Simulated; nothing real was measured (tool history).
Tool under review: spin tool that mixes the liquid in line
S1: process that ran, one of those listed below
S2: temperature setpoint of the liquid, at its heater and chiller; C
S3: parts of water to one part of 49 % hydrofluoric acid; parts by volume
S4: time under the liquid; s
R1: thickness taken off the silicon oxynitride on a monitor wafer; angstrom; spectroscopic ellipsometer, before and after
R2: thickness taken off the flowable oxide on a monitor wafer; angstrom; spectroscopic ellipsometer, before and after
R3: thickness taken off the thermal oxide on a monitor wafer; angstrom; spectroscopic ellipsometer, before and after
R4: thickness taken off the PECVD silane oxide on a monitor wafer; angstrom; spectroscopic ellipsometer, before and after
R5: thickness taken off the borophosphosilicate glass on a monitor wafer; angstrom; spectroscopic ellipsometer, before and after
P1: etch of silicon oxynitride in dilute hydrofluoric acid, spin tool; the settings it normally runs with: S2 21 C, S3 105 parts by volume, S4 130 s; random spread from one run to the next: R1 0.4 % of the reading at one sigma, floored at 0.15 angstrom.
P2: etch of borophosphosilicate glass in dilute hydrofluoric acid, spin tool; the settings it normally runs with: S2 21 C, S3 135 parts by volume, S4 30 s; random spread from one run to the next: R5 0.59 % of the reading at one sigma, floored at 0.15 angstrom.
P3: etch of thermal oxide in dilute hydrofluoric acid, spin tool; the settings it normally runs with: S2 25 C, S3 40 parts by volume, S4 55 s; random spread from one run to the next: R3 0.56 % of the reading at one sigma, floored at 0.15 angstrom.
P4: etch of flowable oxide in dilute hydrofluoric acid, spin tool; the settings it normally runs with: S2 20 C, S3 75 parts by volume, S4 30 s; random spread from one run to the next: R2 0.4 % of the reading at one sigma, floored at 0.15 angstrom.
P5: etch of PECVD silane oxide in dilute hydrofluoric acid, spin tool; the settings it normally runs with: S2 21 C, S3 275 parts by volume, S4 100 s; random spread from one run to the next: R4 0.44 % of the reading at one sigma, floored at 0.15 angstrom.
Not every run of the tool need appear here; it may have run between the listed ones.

Run 1, hour 5.7: S1 P1, S2 21 C, S3 105 parts by volume, S4 130 s. Result: R1 50.482 angstrom.
Run 2, hour 18.1: S1 P1, S2 21 C, S3 30 parts by volume, S4 130 s. Result: R1 188.72 angstrom.
Run 3, hour 26.5: S1 P4, S2 20 C, S3 75 parts by volume, S4 30 s. Result: R2 154.95 angstrom.
Run 4, hour 36.5: S1 P1, S2 21 C, S3 105 parts by volume, S4 130 s. Result: R1 50.724 angstrom.
Run 5, hour 45.6: S1 P1, S2 21 C, S3 105 parts by volume, S4 130 s. Result: R1 50.995 angstrom.
At hour 48.2: thermometer replaced.
Run 6, hour 53: S1 P4, S2 20 C, S3 75 parts by volume, S4 30 s. Result: R2 154.62 angstrom.
Run 7, hour 59.7: S1 P1, S2 21 C, S3 105 parts by volume, S4 130 s. Result: R1 51.214 angstrom.
Run 8, hour 65.3: S1 P3, S2 25 C, S3 40 parts by volume, S4 55 s. Result: R3 67.398 angstrom.
At hour 77.2: hydrofluoric acid flow meter replaced.
Run 9, hour 77.3: S1 P5, S2 21 C, S3 275 parts by volume, S4 15 s. Result: R4 15.36 angstrom.
Run 10, hour 87: S1 P2, S2 21 C, S3 135 parts by volume, S4 15 s. Result: R5 28.288 angstrom.
Run 11, hour 98.5: S1 P1, S2 21 C, S3 105 parts by volume, S4 130 s. Result: R1 50.451 angstrom.
Run 12, hour 106.1: S1 P5, S2 28.5 C, S3 275 parts by volume, S4 100 s. Result: R4 132.8 angstrom.
Run 13, hour 113.9: S1 P4, S2 20 C, S3 75 parts by volume, S4 60 s. Result: R2 314.43 angstrom.
Run 14, hour 120.1: S1 P2, S2 21 C, S3 135 parts by volume, S4 30 s. Result: R5 57.361 angstrom.
Run 15, hour 132.4: S1 P5, S2 21 C, S3 275 parts by volume, S4 100 s. Result: R4 101.58 angstrom.
Run 16, hour 140.9: S1 P2, S2 17 C, S3 135 parts by volume, S4 30 s. Result: R5 48.342 angstrom.
Run 17, hour 150.7: S1 P1, S2 28.5 C, S3 105 parts by volume, S4 130 s. Result: R1 71.54 angstrom.
Run 18, hour 162.9: S1 P5, S2 21 C, S3 395 parts by volume, S4 100 s. Result: R4 64.19 angstrom.
Run 19, hour 173.9: S1 P1, S2 21 C, S3 105 parts by volume, S4 40 s. Result: R1 15.47 angstrom.
Run 20, hour 179.4: S1 P3, S2 25 C, S3 75 parts by volume, S4 55 s. Result: R3 34.008 angstrom.
Run 21, hour 186.3: S1 P4, S2 20 C, S3 20 parts by volume, S4 30 s. Result: R2 623.62 angstrom.
Run 22, hour 191.8: S1 P3, S2 25 C, S3 40 parts by volume, S4 55 s. Result: R3 67.275 angstrom.
Run 23, hour 204: S1 P2, S2 21 C, S3 135 parts by volume, S4 30 s. Result: R5 57.055 angstrom.
Run 24, hour 214.3: S1 P3, S2 25 C, S3 40 parts by volume, S4 110 s. Result: R3 135.91 angstrom.
Run 25, hour 223.2: S1 P1, S2 17 C, S3 105 parts by volume, S4 130 s. Result: R1 41.734 angstrom.
Run 26, hour 233.3: S1 P1, S2 21 C, S3 105 parts by volume, S4 130 s. Result: R1 50.577 angstrom.
Run 27, hour 244.8: S1 P1, S2 21 C, S3 105 parts by volume, S4 130 s. Result: R1 51.33 angstrom.
Run 28, hour 255.1: S1 P4, S2 17 C, S3 75 parts by volume, S4 30 s. Result: R2 137.14 angstrom.
Run 29, hour 264.2: S1 P1, S2 21 C, S3 105 parts by volume, S4 240 s. Result: R1 93.599 angstrom.
Run 30, hour 271: S1 P1, S2 25 C, S3 105 parts by volume, S4 245 s. Result: R1 115.27 angstrom.
Run 31, hour 281.8: S1 P3, S2 18 C, S3 40 parts by volume, S4 55 s. Result: R3 50.514 angstrom.
Run 32, hour 287.9: S1 P2, S2 21 C, S3 20 parts by volume, S4 30 s. Result: R5 441.26 angstrom.
Run 33, hour 295.2: S1 P1, S2 21 C, S3 175 parts by volume, S4 130 s. Result: R1 29.341 angstrom.
Run 34, hour 304: S1 P1, S2 21 C, S3 105 parts by volume, S4 130 s. Result: R1 50.916 angstrom.
Run 35, hour 315.5: S1 P1, S2 21 C, S3 105 parts by volume, S4 130 s. Result: R1 54.056 angstrom.
Run 36, hour 324.6: S1 P1, S2 21 C, S3 105 parts by volume, S4 130 s. Result: R1 55.818 angstrom.
Run 37, hour 330.6: S1 P1, S2 21 C, S3 105 parts by volume, S4 130 s. Result: R1 56.04 angstrom.

Predict the results of run 38:
Run 38, hour 342.7: S1 P1, S2 21 C, S3 105 parts by volume, S4 130 s. Result: R1 ?.

R1: 56.834 angstrom

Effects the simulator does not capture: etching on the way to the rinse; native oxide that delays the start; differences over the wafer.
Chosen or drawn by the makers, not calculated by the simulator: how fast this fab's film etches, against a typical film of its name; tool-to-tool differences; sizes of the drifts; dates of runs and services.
